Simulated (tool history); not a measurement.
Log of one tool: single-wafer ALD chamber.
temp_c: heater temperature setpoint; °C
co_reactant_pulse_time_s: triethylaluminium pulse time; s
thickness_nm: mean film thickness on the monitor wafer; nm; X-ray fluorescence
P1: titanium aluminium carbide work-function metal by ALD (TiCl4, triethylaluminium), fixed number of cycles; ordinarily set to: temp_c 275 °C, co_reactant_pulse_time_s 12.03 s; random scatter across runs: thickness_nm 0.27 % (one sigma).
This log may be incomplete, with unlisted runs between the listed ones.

run	hour	temp_c	co_reactant_pulse_time_s	hours since the last thermocouple change	hours since the last triethylaluminium bottle change	thickness_nm
1	10.2	275	12.03	1031.8	458.5	1.7788
2	19.6	275	12.03	1041.2	467.9	1.7816
3	26.1	259	6.55	1047.7	474.4	1.4954
4	37.6	259	12.03	1059.2	485.9	1.6527
5	47.8	275	12.03	1069.4	496.1	1.7759
6	60.9	275	12.03	1082.5	509.2	1.7757
7	70.9	275	12.03	1092.5	519.2	1.7803
8	82.9	275	4.97	1104.5	531.2	1.4873
9	96.2	292	17.64	1117.8	544.5	1.9513
10	109.0	275	12.03	1130.6	557.3	1.7861
11	117.5	291	12.03	1139.1	565.8	1.9118
12	125.6	275	15.89	1147.2	573.9	1.7956
13	133.5	256	17.86	1155.1	581.8	1.6431
14	140.1	275	12.03	1161.7	588.4	1.7906
15	154.9	275	12.03	1176.5	603.2	1.7707
16	168.9	275	12.03	1190.5	617.2	1.7623
17	182.6	275	12.03	1204.2	630.9	1.7605
18	196.1	275	12.03	1217.7	644.4	1.7503
19	210.5	275	12.03	1232.1	658.8	1.7606
20	223.2	275	12.03	1244.8	671.5	1.7521
21	235.5	275	12.03	1257.1	683.8	1.7521

What does the tool deliver on the next run?
22	242.9	275	12.03	1264.5	691.2	?

{"run 22": {"thickness_nm": 1.7485}}
